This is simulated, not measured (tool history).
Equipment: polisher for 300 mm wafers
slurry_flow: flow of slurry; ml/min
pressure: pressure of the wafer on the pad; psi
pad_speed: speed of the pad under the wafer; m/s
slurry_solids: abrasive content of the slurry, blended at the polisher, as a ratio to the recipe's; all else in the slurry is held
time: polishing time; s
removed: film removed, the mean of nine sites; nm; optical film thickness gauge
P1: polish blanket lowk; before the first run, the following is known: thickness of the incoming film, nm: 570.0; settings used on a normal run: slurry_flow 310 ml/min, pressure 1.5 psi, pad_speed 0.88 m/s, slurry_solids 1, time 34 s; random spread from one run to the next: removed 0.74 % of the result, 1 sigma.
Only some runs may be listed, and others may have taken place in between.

run   hour  slurry_flow  pressure  pad_speed  slurry_solids  time  wafers polished on this pad  hours since the slurry nozzle was cleaned  hours since the head pressure was calibrated  hours since the slurry blender was calibrated  hours since the conditioning disc was replaced  removed
  1    9.6          310       1.5       0.88              1    34                          728                                      168.1                                         441.5                                          177.2                                           237.7   8.6325
  2   18.6          310       0.8       0.88              1    17                          846                                      177.1                                         450.5                                          186.2                                           246.7     2.31
  3   30.4          185       1.5       0.88              1    34                         1000                                      188.9                                         462.3                                            198                                           258.5   8.0942
  4   39.1          310       1.1       0.88              1    45                         1114                                      197.6                                           471                                          206.7                                           267.2   8.3909
  5   51.3          310       1.1       0.88              1    34                         1273                                      209.8                                         483.2                                          218.9                                           279.4    6.231
  6   64.6          310       1.5       0.48              1    34                         1447                                      223.1                                         496.5                                          232.2                                           292.7   5.2979
  7   81.2          310       1.5       0.88              1    50                         1664                                      239.7                                         513.1                                          248.8                                           309.3   12.638
  8   95.7          310       1.5       0.88              1    17                         1853                                      254.2                                         527.6                                          263.3                                           323.8   4.2941
  9  103.7          400       1.5       0.88              1    34                         1957                                      262.2                                         535.6                                          271.3                                           331.8   8.7417
 10  112.7          310       1.5       0.88              1    34                         2075                                      271.2                                         544.6                                          280.3                                           340.8   8.7256
 11  124.7          310       1.5       0.88              1    34                         2232                                      283.2                                         556.6                                          292.3                                           352.8    8.656
 12  134.4          310       2.3       0.88              1    34                         2358                                      292.9                                         566.3                                            302                                           362.5   13.011
 13    142          310       1.5       0.88              1    34                         2458                                      300.5                                         573.9                                          309.6                                           370.1   8.6443
 14  150.3          310       1.5       0.88              1    34                         2566                                      308.8                                         582.2                                          317.9                                           378.4   8.6064
 15  162.7          310       1.5       0.88           0.55    34                         2728                                      321.2                                         594.6                                          330.3                                           390.8   6.2355
 16  173.3          310       1.5       0.88              1    34                         2867                                      331.8                                         605.2                                          340.9                                           401.4   8.6456
 17    187          310       1.5        1.2              1    34                         3045                                      345.5                                         618.9                                          354.6                                           415.1   11.056

Run 18 is up next; what results do you expect?
 18  197.5          310       1.5       0.88           1.45    34                         3183                                        356                                         629.4                                          365.1                                           425.6        ?

{"run 18": {"removed": 10.183}}
